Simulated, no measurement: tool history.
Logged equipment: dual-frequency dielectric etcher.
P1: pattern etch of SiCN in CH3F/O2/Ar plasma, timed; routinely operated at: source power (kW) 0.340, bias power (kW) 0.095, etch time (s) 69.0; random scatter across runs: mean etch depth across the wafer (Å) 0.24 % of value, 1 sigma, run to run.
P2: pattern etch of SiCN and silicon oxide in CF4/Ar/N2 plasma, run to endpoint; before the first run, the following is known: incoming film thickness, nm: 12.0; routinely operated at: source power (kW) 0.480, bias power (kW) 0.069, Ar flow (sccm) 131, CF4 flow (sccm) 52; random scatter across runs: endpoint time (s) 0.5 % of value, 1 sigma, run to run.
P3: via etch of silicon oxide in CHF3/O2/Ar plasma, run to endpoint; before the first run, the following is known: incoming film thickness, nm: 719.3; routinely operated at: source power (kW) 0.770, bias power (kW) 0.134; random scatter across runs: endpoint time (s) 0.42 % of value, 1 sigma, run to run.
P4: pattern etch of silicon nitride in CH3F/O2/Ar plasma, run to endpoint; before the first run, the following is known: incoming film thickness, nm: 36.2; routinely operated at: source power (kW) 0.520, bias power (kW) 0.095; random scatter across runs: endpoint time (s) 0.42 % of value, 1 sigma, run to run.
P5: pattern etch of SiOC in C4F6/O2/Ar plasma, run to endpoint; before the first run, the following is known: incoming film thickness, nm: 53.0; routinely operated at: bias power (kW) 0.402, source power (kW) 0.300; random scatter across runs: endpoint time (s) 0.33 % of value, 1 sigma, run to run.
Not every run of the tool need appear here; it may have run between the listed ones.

run	day	process that ran	source power (kW)	bias power (kW)	etch time (s)	Ar flow (sccm)	CF4 flow (sccm)	hours since the last wet clean	hours since the last source power generator calibration	hours since the last bias power generator calibration	mean etch depth across the wafer (Å)	endpoint time (s)
1	0.279	P1	0.340	0.095	69.0			227.5	2075.3	402.9	277.04	
2	0.533	P2	0.480	0.069		182	52	233.6	2081.4	409.0		15.913
3	0.658	P2	0.600	0.069		131	52	236.6	2084.4	412.0		12.444
4	0.838	P1	0.340	0.095	69.0			240.9	2088.7	416.3	278.44	
5	1.117	P5	0.300	0.402				247.6	2095.4	423.0		22.562
6	1.346	P2	0.480	0.044		131	52	253.1	2100.9	428.5		17.717
7	1.550	P5	0.300	0.236				258.0	2105.8	433.4		27.307
8	1.729	P3	0.770	0.100				262.3	2110.1	437.7		402.120
9	1.879	P1	0.340	0.095	103.5			265.9	2113.7	441.3	415.12	
10	2.079	P4	0.690	0.095				270.7	2118.5	446.1		39.014
11	2.262	P4	0.520	0.095				275.1	2122.9	450.5		42.981
12	2.467	P3	0.770	0.134				280.0	2127.8	455.4		369.410
13	2.704	P2	0.480	0.069		131	52	285.7	2133.5	461.1		15.138
14	2.867	P5	0.420	0.402				289.6	2137.4	465.0		20.102
15	3.067	P1	0.340	0.095	69.0			294.4	2142.2	469.8	277.28	
16	3.275	P1	0.400	0.095	69.0			299.4	2147.2	474.8	295.34	
17	3.542	P1	0.340	0.095	69.0			305.8	2153.6	481.2	276.96	
18	3.675	P1	0.410	0.059	69.0			309.0	2156.8	484.4	249.93	
19	3.954	P1	0.440	0.095	38.0			315.7	2163.5	491.1	167.69	
20	4.108	P1	0.340	0.095	50.0			319.4	2167.2	494.8	200.69	
21	4.388	P4	0.520	0.095				326.1	2173.9	501.5		43.392
22	4.625	P3	0.770	0.134				331.8	2179.6	507.2		365.250
23	4.788	P1	0.340	0.095	69.0			335.7	2183.5	511.1	276.77	
24	5.054	P2	0.480	0.069		131	52	342.1	2189.9	517.5		14.986
25	5.258	P3	0.470	0.134				347.0	2194.8	522.4		445.720
26	5.400	P2	0.480	0.069		131	34	350.4	2198.2	525.8		16.114
27	5.583	P4	0.520	0.068				354.8	2202.6	530.2		48.449
28	5.800	P1	0.340	0.061	69.0			360.0	2207.8	535.4	236.12	
29	5.925	P1	0.210	0.095	69.0			363.0	2210.8	538.4	232.90	
30	6.183	P1	0.340	0.121	69.0			369.2	2217.0	544.6	304.15	
31	6.388	P1	0.340	0.095	69.0			374.1	2221.9	549.5	277.45	
32	6.529	P1	0.340	0.095	69.0			377.5	2225.3	552.9	276.89	
33	6.746	P1	0.340	0.095	69.0			382.7	2230.5	558.1	278.91	
34	6.883	P1	0.340	0.095	69.0			386.0	2233.8	561.4	281.04	
35	7.071	P1	0.340	0.095	69.0			390.5	2238.3	565.9	280.72	
36	7.279	P1	0.340	0.095	69.0			395.5	2243.3	570.9	281.12	
37	7.508	P1	0.340	0.095	69.0			401.0	2248.8	576.4	280.84	
38	7.633	P1	0.340	0.095	69.0			404.0	2251.8	579.4	281.01	
# day 7.642: wet clean of the chamber
39	7.908	P1	0.340	0.095	69.0			6.5	2258.4	586.0	281.73	
40	8.129	P1	0.340	0.095	69.0			11.8	2263.7	591.3	282.55	

What P1 gives has crept off from where it sat before. The 2 causes that follow fit the log equally well, each at the size noted:
A: bias power that arrives over what is set, % = 3.92
B: source power that arrives over what is set, % = 4.03
The creep began at about day 6.529.
Excluded causes, each with its reason:
chamber walls in a state that raises the etch rate, %: maintenance at day 7.642, after the shift began, did not return the process to its former output

Which of the 4 check runs listed below, each an average over 3 wafers with its results shown as question marks, gives clearly different results under the different listed causes?
check 1	8.350	P2	0.570	0.069		131	52					?
check 2	8.350	P5	0.370	0.248								?
check 3	8.350	P4	0.670	0.074								?
check 4	8.350	P3	0.530	0.113								?

Predicted outcomes, by check and by cause:
check	result	if A	if B
check 1	endpoint time (s)	12.794	12.533
check 2	endpoint time (s)	24.420	24.366
check 3	endpoint time (s)	42.230	42.130
check 4	endpoint time (s)	443.810	442.170
Per-check spread between the two closest causes, in the result where they differ most: check 1 2.06 %; check 2 0.22 %; check 3 0.24 %; check 4 0.37 %
Check 1 distinguishes between the causes, while the remaining checks would return nearly the same result for all of them.

Check 1 has now been run. It gave: endpoint time (s) 12.466. Which of the candidate causes is it?

Of the candidate causes, it is B: source power that arrives over what is set, %.
